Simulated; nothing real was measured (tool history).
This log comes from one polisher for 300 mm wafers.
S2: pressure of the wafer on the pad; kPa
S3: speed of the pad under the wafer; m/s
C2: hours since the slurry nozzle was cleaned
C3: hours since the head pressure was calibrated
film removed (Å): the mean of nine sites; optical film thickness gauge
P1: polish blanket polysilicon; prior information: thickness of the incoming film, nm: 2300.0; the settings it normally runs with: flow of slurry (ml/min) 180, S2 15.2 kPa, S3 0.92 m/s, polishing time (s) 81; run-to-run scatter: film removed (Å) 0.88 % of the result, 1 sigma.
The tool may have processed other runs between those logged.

{"run": 1, "day": 0.217, "flow of slurry (ml/min)": 180, "S2": 15.2, "S3": 0.92, "polishing time (s)": 81, "wafers polished on this pad": 667, "C2": 266.3, "C3": 962, "film removed (Å)": 5121}
{"run": 2, "day": 0.467, "flow of slurry (ml/min)": 180, "S2": 15.2, "S3": 0.92, "polishing time (s)": 81, "wafers polished on this pad": 727, "C2": 272.3, "C3": 968, "film removed (Å)": 5183.5}
{"run": 3, "day": 0.838, "flow of slurry (ml/min)": 180, "S2": 20.7, "S3": 0.92, "polishing time (s)": 54, "wafers polished on this pad": 816, "C2": 281.2, "C3": 976.9, "film removed (Å)": 4689.9}
{"run": 4, "day": 1.038, "flow of slurry (ml/min)": 180, "S2": 15.2, "S3": 1.34, "polishing time (s)": 81, "wafers polished on this pad": 864, "C2": 286, "C3": 981.7, "film removed (Å)": 7606.7}
{"run": 5, "day": 1.421, "flow of slurry (ml/min)": 180, "S2": 6.9, "S3": 0.92, "polishing time (s)": 81, "wafers polished on this pad": 956, "C2": 295.2, "C3": 990.9, "film removed (Å)": 2377.8}
{"run": 6, "day": 1.712, "flow of slurry (ml/min)": 180, "S2": 15.2, "S3": 0.92, "polishing time (s)": 81, "wafers polished on this pad": 1026, "C2": 302.2, "C3": 997.9, "film removed (Å)": 5252}
{"run": 7, "day": 1.892, "flow of slurry (ml/min)": 180, "S2": 15.2, "S3": 0.42, "polishing time (s)": 81, "wafers polished on this pad": 1069, "C2": 306.5, "C3": 1002.2, "film removed (Å)": 2391.1}
{"run": 8, "day": 2.2, "flow of slurry (ml/min)": 180, "S2": 15.2, "S3": 0.92, "polishing time (s)": 126, "wafers polished on this pad": 1143, "C2": 313.9, "C3": 1009.6, "film removed (Å)": 8054.7}
{"day": 2.312, "done": "slurry nozzle cleaned"}
{"run": 9, "day": 2.488, "flow of slurry (ml/min)": 180, "S2": 15.2, "S3": 0.92, "polishing time (s)": 81, "wafers polished on this pad": 1212, "C2": 4.2, "C3": 1016.5, "film removed (Å)": 5224.7}
{"run": 10, "day": 2.679, "flow of slurry (ml/min)": 180, "S2": 15.2, "S3": 0.92, "polishing time (s)": 81, "wafers polished on this pad": 1258, "C2": 8.8, "C3": 1021.1, "film removed (Å)": 5241.4}
{"run": 11, "day": 2.908, "flow of slurry (ml/min)": 110, "S2": 15.2, "S3": 0.92, "polishing time (s)": 81, "wafers polished on this pad": 1313, "C2": 14.3, "C3": 1026.6, "film removed (Å)": 4833.7}
{"run": 12, "day": 3.154, "flow of slurry (ml/min)": 255, "S2": 15.2, "S3": 0.92, "polishing time (s)": 81, "wafers polished on this pad": 1372, "C2": 20.2, "C3": 1032.5, "film removed (Å)": 5490.2}
{"run": 13, "day": 3.383, "flow of slurry (ml/min)": 180, "S2": 22.8, "S3": 0.92, "polishing time (s)": 81, "wafers polished on this pad": 1427, "C2": 25.7, "C3": 1038, "film removed (Å)": 7704.2}
{"day": 3.429, "done": "head pressure recalibrated"}
{"run": 14, "day": 3.742, "flow of slurry (ml/min)": 180, "S2": 15.2, "S3": 0.92, "polishing time (s)": 39, "wafers polished on this pad": 1513, "C2": 34.3, "C3": 7.5, "film removed (Å)": 2547.5}
{"run": 15, "day": 4.05, "flow of slurry (ml/min)": 180, "S2": 15.2, "S3": 0.92, "polishing time (s)": 81, "wafers polished on this pad": 1587, "C2": 41.7, "C3": 14.9, "film removed (Å)": 5165.4}
{"run": 16, "day": 4.304, "flow of slurry (ml/min)": 180, "S2": 15.2, "S3": 0.92, "polishing time (s)": 81, "wafers polished on this pad": 1648, "C2": 47.8, "C3": 21, "film removed (Å)": 5212.2}
{"run": 17, "day": 4.621, "flow of slurry (ml/min)": 180, "S2": 20.7, "S3": 1.28, "polishing time (s)": 81, "wafers polished on this pad": 1724, "C2": 55.4, "C3": 28.6, "film removed (Å)": 9899.9}
{"run": 18, "day": 4.792, "flow of slurry (ml/min)": 180, "S2": 15.2, "S3": 0.92, "polishing time (s)": 81, "wafers polished on this pad": 1765, "C2": 59.5, "C3": 32.7, "film removed (Å)": 5248.4}
{"run": 19, "day": 5.008, "flow of slurry (ml/min)": 180, "S2": 15.2, "S3": 0.92, "polishing time (s)": 81, "wafers polished on this pad": 1817, "C2": 64.7, "C3": 37.9, "film removed (Å)": 5035.2}
{"run": 20, "day": 5.258, "flow of slurry (ml/min)": 180, "S2": 15.2, "S3": 0.92, "polishing time (s)": 81, "wafers polished on this pad": 1877, "C2": 70.7, "C3": 43.9, "film removed (Å)": 4964}
{"run": 21, "day": 5.462, "flow of slurry (ml/min)": 180, "S2": 15.2, "S3": 0.92, "polishing time (s)": 81, "wafers polished on this pad": 1926, "C2": 75.6, "C3": 48.8, "film removed (Å)": 4991.2}
{"run": 22, "day": 5.8, "flow of slurry (ml/min)": 180, "S2": 15.2, "S3": 0.92, "polishing time (s)": 81, "wafers polished on this pad": 2007, "C2": 83.7, "C3": 56.9, "film removed (Å)": 4977.5}
{"run": 23, "day": 6.075, "flow of slurry (ml/min)": 180, "S2": 15.2, "S3": 0.92, "polishing time (s)": 81, "wafers polished on this pad": 2073, "C2": 90.3, "C3": 63.5, "film removed (Å)": 4879.7}
{"run": 24, "day": 6.271, "flow of slurry (ml/min)": 180, "S2": 15.2, "S3": 0.92, "polishing time (s)": 81, "wafers polished on this pad": 2121, "C2": 95, "C3": 68.2, "film removed (Å)": 4806.4}

Estimate the outcome of run 25 from the log above:
{"day": 6.55, "done": "worn pad replaced by a new one"}
{"run": 25, "day": 6.567, "flow of slurry (ml/min)": 180, "S2": 15.2, "S3": 0.92, "polishing time (s)": 81, "wafers polished on this pad": 4, "C2": 102.1, "C3": 75.3, "film removed (Å)": "?"}

For run 25 the tool returned film removed (Å) 4815.3.
